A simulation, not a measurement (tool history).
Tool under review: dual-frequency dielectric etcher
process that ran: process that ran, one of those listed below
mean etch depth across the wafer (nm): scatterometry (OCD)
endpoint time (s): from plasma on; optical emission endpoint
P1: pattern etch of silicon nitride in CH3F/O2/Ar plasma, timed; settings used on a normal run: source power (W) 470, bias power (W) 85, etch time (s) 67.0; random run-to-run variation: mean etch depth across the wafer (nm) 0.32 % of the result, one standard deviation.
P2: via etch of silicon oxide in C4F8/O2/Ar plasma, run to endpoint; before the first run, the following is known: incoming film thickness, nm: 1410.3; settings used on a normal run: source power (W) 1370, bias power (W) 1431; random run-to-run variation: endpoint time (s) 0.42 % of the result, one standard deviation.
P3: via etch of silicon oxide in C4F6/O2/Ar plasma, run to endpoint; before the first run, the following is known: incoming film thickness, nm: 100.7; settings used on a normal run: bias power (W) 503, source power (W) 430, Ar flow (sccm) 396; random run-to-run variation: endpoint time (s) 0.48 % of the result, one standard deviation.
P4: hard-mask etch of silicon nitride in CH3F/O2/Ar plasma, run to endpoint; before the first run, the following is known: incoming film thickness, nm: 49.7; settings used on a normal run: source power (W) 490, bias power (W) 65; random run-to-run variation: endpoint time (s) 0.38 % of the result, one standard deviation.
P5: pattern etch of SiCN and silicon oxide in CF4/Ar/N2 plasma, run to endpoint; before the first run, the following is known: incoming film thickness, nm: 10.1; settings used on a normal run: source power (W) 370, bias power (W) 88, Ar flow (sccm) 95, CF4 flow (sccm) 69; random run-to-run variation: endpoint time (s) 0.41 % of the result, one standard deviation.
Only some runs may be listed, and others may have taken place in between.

run,hour,process that ran,source power (W),bias power (W),etch time (s),Ar flow (sccm),CF4 flow (sccm),hours since the last wet clean,hours since the last source power generator calibration,hours since the last bias power generator calibration,mean etch depth across the wafer (nm),endpoint time (s)
1,15.7,P1,470,85,67.0,,,215.7,2780.2,1187.9,52.575,
2,28.7,P4,490,65,,,,228.7,2793.2,1200.9,,68.889
3,39.5,P1,570,85,67.0,,,239.5,2804.0,1211.7,56.680,
4,51.1,P3,430,503,,479,,251.1,2815.6,1223.3,,23.022
5,58.1,P5,370,88,,95,69,258.1,2822.6,1230.3,,12.854
6,68.6,P1,470,85,67.0,,,268.6,2833.1,1240.8,52.667,
7,79.4,P1,470,85,67.0,,,279.4,2843.9,1251.6,52.660,
8,92.9,P1,370,85,67.0,,,292.9,2857.4,1265.1,48.513,
9,104.8,P3,260,503,,396,,304.8,2869.3,1277.0,,27.013
10,114.7,P1,470,85,67.0,,,314.7,2879.2,1286.9,52.513,
11,124.6,P1,470,85,37.0,,,324.6,2889.1,1296.8,29.104,
12,138.4,P4,490,89,,,,338.4,2902.9,1310.6,,61.502
13,154.1,P1,470,85,67.0,,,354.1,2918.6,1326.3,52.751,
14,162.1,P5,370,88,,95,69,362.1,2926.6,1334.3,,12.869
# hour 164.4: source power generator calibrated
15,171.2,P1,470,59,52.5,,,371.2,6.8,1343.4,36.648,
16,183.6,P1,470,85,67.0,,,383.6,19.2,1355.8,52.801,
17,194.1,P5,370,88,,59,69,394.1,29.7,1366.3,,12.149
18,208.5,P1,470,113,88.0,,,408.5,44.1,1380.7,77.232,
19,220.4,P2,1370,1956,,,,420.4,56.0,1392.6,,312.290
20,228.3,P4,490,65,,,,428.3,63.9,1400.5,,68.719
21,240.8,P1,470,62,67.0,,,440.8,76.4,1413.0,47.401,
22,248.9,P1,470,85,67.0,,,448.9,84.5,1421.1,52.854,
23,258.6,P3,430,298,,396,,458.6,94.2,1430.8,,27.038
24,265.8,P1,470,85,98.0,,,465.8,101.4,1438.0,77.105,
25,274.1,P5,370,124,,95,69,474.1,109.7,1446.3,,11.356
26,281.2,P4,350,65,,,,481.2,116.8,1453.4,,78.769
27,292.6,P5,370,88,,95,87,492.6,128.2,1464.8,,12.553
28,299.5,P2,1900,1431,,,,499.5,135.1,1471.7,,300.670
29,306.3,P5,220,88,,95,69,506.3,141.9,1478.5,,20.280
30,314.7,P1,470,103,67.0,,,514.7,150.3,1486.9,56.440,
31,330.0,P3,430,503,,396,,530.0,165.6,1502.2,,22.453
32,342.9,P2,1370,1431,,,,542.9,178.5,1515.1,,344.130
33,350.7,P1,470,85,67.0,,,550.7,186.3,1522.9,52.632,
34,365.1,P1,470,85,67.0,,,565.1,200.7,1537.3,53.232,
35,378.3,P1,470,85,67.0,,,578.3,213.9,1550.5,53.439,
36,386.3,P1,470,85,67.0,,,586.3,221.9,1558.5,53.267,
37,394.4,P1,470,85,67.0,,,594.4,230.0,1566.6,53.407,
38,403.9,P1,470,85,67.0,,,603.9,239.5,1576.1,53.610,
39,416.4,P1,470,85,67.0,,,616.4,252.0,1588.6,53.249,
# hour 423.5: wet clean of the chamber
40,431.0,P1,470,85,67.0,,,7.6,266.6,1603.2,53.480,
41,444.8,P1,470,85,67.0,,,21.4,280.4,1617.0,53.559,
42,453.1,P1,470,85,67.0,,,29.7,288.7,1625.3,53.662,

Compared with where it was, what P1 gives has crept away. Each cause listed below fits the log as well as the rest, at the size given for it:
A: bias power that arrives over what is set, % = 4.66
B: source power that arrives over what is set, % = 4.36
Onset of the creep was near hour 350.7.
The rest of the possible causes, and what rules out each one:
chamber walls in a state that raises the etch rate, %: serviced at hour 423.5, which brought nothing back

You are offered 4 check runs, listed below with question marks in place of their results; each one averages 2 wafers. Which run separates the listed causes by giving clearly different results for each?
check 1,461.4,P5,370,119,,60,69,,,,,?
check 2,461.4,P4,360,65,,,,,,,,?
check 3,461.4,P3,280,425,,396,,,,,,?
check 4,461.4,P2,1870,1895,,,,,,,,?

Check results expected under each cause:
check,result,if A,if B
check 1,endpoint time (s),10.799,10.572
check 2,endpoint time (s),76.007,75.945
check 3,endpoint time (s),27.559,27.593
check 4,endpoint time (s),276.590,275.470
Gap, in per cent, between the two causes that each check separates least, read from the result that separates them most: check 1 2.12 %; check 2 0.08 %; check 3 0.12 %; check 4 0.41 %
Only check 1 tells the causes apart: in the others they would give nearly the same result.

Here is what check 1 returned: endpoint time (s) 10.816. Which cause is it?

The correct cause is A, namely: bias power that arrives over what is set, %.
